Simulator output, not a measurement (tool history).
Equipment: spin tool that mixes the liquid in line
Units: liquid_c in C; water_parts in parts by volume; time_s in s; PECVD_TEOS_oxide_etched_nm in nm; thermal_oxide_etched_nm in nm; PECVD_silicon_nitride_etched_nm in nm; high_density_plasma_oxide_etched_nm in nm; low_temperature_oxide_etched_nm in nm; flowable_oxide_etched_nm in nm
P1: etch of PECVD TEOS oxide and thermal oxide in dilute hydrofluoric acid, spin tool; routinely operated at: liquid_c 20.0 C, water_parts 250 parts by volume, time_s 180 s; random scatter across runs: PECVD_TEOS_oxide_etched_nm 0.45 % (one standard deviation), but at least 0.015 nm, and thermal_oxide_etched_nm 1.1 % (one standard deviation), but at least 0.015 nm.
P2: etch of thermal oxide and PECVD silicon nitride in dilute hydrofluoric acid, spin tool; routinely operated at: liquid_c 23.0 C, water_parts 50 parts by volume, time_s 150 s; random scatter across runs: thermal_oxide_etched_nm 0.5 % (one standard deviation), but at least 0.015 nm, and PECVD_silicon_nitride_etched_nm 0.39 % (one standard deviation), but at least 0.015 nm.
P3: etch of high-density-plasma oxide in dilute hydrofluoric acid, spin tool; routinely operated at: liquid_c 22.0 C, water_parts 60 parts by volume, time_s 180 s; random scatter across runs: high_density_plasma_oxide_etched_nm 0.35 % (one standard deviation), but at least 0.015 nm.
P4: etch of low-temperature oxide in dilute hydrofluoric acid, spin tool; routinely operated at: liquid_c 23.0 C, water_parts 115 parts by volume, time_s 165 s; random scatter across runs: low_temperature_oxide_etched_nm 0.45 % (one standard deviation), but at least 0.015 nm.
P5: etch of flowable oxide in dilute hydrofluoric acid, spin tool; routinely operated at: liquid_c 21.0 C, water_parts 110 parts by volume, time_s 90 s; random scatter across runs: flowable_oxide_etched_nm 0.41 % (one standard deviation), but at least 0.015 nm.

run,day,process,liquid_c,water_parts,time_s,hours since the thermometer was replaced,hours since the hydrofluoric acid flow meter was replaced,PECVD_TEOS_oxide_etched_nm,thermal_oxide_etched_nm,PECVD_silicon_nitride_etched_nm,high_density_plasma_oxide_etched_nm,low_temperature_oxide_etched_nm,flowable_oxide_etched_nm
1,0.454,P1,20.0,250,180,558.8,224.3,8.2018,2.37790,,,,
2,0.908,P2,23.0,50,290,569.7,235.2,,27.80800,11.4520,,,
3,1.208,P3,22.0,60,180,576.9,242.4,,,,20.7590,,
4,1.583,P1,20.0,250,180,585.9,251.4,8.1684,2.38580,,,,
5,1.958,P1,20.0,250,180,594.9,260.4,8.2259,2.39530,,,,
6,2.267,P4,23.0,115,15,602.3,267.8,,,,,1.3339,
7,2.692,P4,27.0,115,165,612.5,278.0,,,,,17.2530,
8,3.150,P4,23.0,115,165,623.5,289.0,,,,,14.7770,
9,3.588,P2,23.0,50,150,634.0,299.5,,14.37600,5.8980,,,
10,3.933,P1,26.0,145,180,642.3,307.8,19.7350,5.82690,,,,
11,4.238,P1,17.0,250,180,649.6,315.1,7.3120,2.10880,,,,
12,4.567,P4,23.0,195,165,657.5,323.0,,,,,7.9782,
13,4.938,P1,20.0,250,35,666.4,331.9,1.5553,0.44881,,,,
14,5.354,P1,20.0,250,260,676.4,341.9,11.8830,3.44560,,,,
15,5.621,P1,26.0,250,180,682.8,348.3,10.2040,2.97110,,,,
16,5.921,P1,20.0,250,180,690.0,355.5,8.1724,2.45620,,,,
17,6.346,P5,21.0,110,90,700.2,365.7,,,,,,30.5700
18,6.621,P4,23.0,115,165,706.8,372.3,,,,,14.7580,
19,6.892,P1,20.0,65,180,713.3,378.8,38.1020,11.22700,,,,
20,7.158,P1,20.0,250,180,719.7,385.2,8.1212,2.45120,,,,
21,7.488,P3,22.0,60,180,727.6,393.1,,,,20.7600,,
22,7.888,P1,20.0,435,180,737.2,402.7,4.0404,1.18600,,,,
23,8.208,P5,21.0,110,90,744.9,410.4,,,,,,30.5760
24,8.671,P3,22.0,110,180,756.0,421.5,,,,10.6220,,
25,8.996,P3,22.0,60,30,763.8,429.3,,,,3.4667,,
26,9.446,P1,26.5,250,80,774.6,440.1,4.6200,1.34640,,,,
27,9.879,P5,27.0,110,90,785.0,450.5,,,,,,38.8090
28,10.108,P3,30.0,60,180,790.5,456.0,,,,28.6500,,
29,10.579,P1,20.0,250,180,801.8,467.3,8.2178,2.42550,,,,
30,10.938,P2,23.0,20,150,810.4,475.9,,37.56300,14.2840,,,
31,11.175,P5,21.0,170,90,816.1,481.6,,,,,,18.6050
32,11.433,P1,20.0,250,180,822.3,487.8,8.2285,2.38020,,,,
33,11.821,P5,21.0,110,15,831.6,497.1,,,,,,5.0899
34,12.188,P2,27.5,50,150,840.4,505.9,,17.12300,7.9936,,,
35,12.429,P1,20.0,250,180,846.2,511.7,8.1352,2.41660,,,,
36,12.888,P1,20.0,250,180,857.2,522.7,8.5114,2.59080,,,,
37,13.096,P1,20.0,250,180,862.2,527.7,8.6316,2.47410,,,,
38,13.358,P1,20.0,250,180,868.5,534.0,8.7144,2.53370,,,,
39,13.808,P1,20.0,250,180,879.3,544.8,8.7744,2.59900,,,,
40,14.125,P1,20.0,250,180,886.9,552.4,8.8054,2.58720,,,,
41,14.438,P1,20.0,250,180,894.4,559.9,8.8165,2.61420,,,,
42,14.838,P1,20.0,250,180,904.0,569.5,8.8562,2.60940,,,,
43,15.050,P1,20.0,250,180,909.1,574.6,8.8691,2.58090,,,,
44,15.354,P1,20.0,250,180,916.4,581.9,8.9074,2.57480,,,,
45,15.604,P1,20.0,250,180,922.4,587.9,8.9411,2.64590,,,,

Compared with where it was, what P1 gives has crept away. Each cause listed below fits the log as well as the rest, at the size given for it:
A: liquid hotter than its thermometer reads (K) = 2.27
B: hydrofluoric acid flow above the setpoint (%) = 7.08
The creep began at about day 12.429.

Below are 4 check runs, each on a single wafer, with their results shown as question marks. Which of them would tell the listed causes apart, meaning the causes would give clearly different results under it?
check 1,15.854,P2,23.0,20,270,,,,?,?,,,
check 2,15.854,P5,21.0,155,90,,,,,,,,?
check 3,15.854,P4,26.5,160,165,,,,,,,?,
check 4,15.854,P3,28.5,105,180,,,,,,?,,

Expected result of each check under each candidate cause:
check,result,if A,if B
check 1,thermal_oxide_etched_nm,74.18700,72.30200
check 1,PECVD_silicon_nitride_etched_nm,30.1140,27.5060
check 2,flowable_oxide_etched_nm,22.6270,22.4290
check 3,low_temperature_oxide_etched_nm,12.5420,12.5190
check 4,high_density_plasma_oxide_etched_nm,15.7340,15.6210
Per-check spread between the two closest causes, in the result where they differ most: check 1 9.06 %; check 2 0.88 %; check 3 0.18 %; check 4 0.72 %
Check 1 tells the causes apart: in the others they would give nearly the same result.

Check 1 was carried out, with these results: thermal_oxide_etched_nm 72.40100 nm; PECVD_silicon_nitride_etched_nm 27.5650 nm. Which of the listed causes is responsible?

B is the cause: hydrofluoric acid flow above the setpoint (%).
